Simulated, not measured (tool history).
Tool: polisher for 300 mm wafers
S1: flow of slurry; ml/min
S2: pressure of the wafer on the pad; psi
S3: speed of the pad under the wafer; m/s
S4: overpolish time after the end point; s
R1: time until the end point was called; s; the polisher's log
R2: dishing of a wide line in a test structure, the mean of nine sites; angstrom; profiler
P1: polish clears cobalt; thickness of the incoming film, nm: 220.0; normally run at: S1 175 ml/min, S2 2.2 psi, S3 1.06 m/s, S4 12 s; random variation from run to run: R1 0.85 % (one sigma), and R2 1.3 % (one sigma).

{"run": 1, "hour": 4.2, "S1": 175, "S2": 2.2, "S3": 1.06, "S4": 12, "R1": 40.605, "R2": 379.78}
{"run": 2, "hour": 7.3, "S1": 230, "S2": 2.2, "S3": 1.06, "S4": 12, "R1": 38.792, "R2": 383.37}
{"run": 3, "hour": 12.5, "S1": 175, "S2": 2.2, "S3": 1.06, "S4": 4, "R1": 40.605, "R2": 178.23}
{"run": 4, "hour": 16.3, "S1": 175, "S2": 2.2, "S3": 1.06, "S4": 12, "R1": 40.099, "R2": 382.47}
{"run": 5, "hour": 21.4, "S1": 175, "S2": 2.2, "S3": 1.06, "S4": 12, "R1": 40.57, "R2": 372.8}
{"run": 6, "hour": 25.4, "S1": 175, "S2": 1, "S3": 1.06, "S4": 12, "R1": 88.883, "R2": 226.31}
{"run": 7, "hour": 31.0, "S1": 175, "S2": 2.2, "S3": 1.06, "S4": 12, "R1": 40.991, "R2": 377.12}
{"run": 8, "hour": 33.7, "S1": 175, "S2": 2.8, "S3": 1.06, "S4": 4, "R1": 31.904, "R2": 213.73}
{"run": 9, "hour": 36.7, "S1": 175, "S2": 3, "S3": 1.06, "S4": 21, "R1": 29.96, "R2": 510.55}
{"run": 10, "hour": 40.3, "S1": 175, "S2": 2.2, "S3": 1.06, "S4": 12, "R1": 41.153, "R2": 379.42}
{"run": 11, "hour": 43.0, "S1": 175, "S2": 2.2, "S3": 1.64, "S4": 12, "R1": 26.651, "R2": 451.92}
{"hour": 44.2, "done": "slurry nozzle cleaned"}
{"run": 12, "hour": 46.1, "S1": 220, "S2": 2.8, "S3": 1.06, "S4": 12, "R1": 31.16, "R2": 427}
{"run": 13, "hour": 50.2, "S1": 105, "S2": 2.2, "S3": 1.06, "S4": 12, "R1": 44.388, "R2": 357.06}
{"run": 14, "hour": 53.7, "S1": 175, "S2": 2.2, "S3": 0.72, "S4": 12, "R1": 59.398, "R2": 297.57}
{"run": 15, "hour": 57.4, "S1": 175, "S2": 2.2, "S3": 1.06, "S4": 12, "R1": 40.29, "R2": 374.8}
{"run": 16, "hour": 60.3, "S1": 175, "S2": 2.2, "S3": 1.06, "S4": 22, "R1": 40.03, "R2": 470.21}
{"run": 17, "hour": 64.8, "S1": 175, "S2": 3.4, "S3": 1.06, "S4": 12, "R1": 26.225, "R2": 452.82}
{"run": 18, "hour": 70.5, "S1": 175, "S2": 2.2, "S3": 1.06, "S4": 12, "R1": 40.755, "R2": 375.2}
{"run": 19, "hour": 73.7, "S1": 175, "S2": 2.2, "S3": 1.06, "S4": 12, "R1": 41.318, "R2": 376.76}

Forecast run 20:
{"run": 20, "hour": 79.9, "S1": 175, "S2": 2.2, "S3": 1.06, "S4": 12, "R1": "?", "R2": "?"}

Run 20 gave R1 42.326 s, R2 375.04 angstrom.

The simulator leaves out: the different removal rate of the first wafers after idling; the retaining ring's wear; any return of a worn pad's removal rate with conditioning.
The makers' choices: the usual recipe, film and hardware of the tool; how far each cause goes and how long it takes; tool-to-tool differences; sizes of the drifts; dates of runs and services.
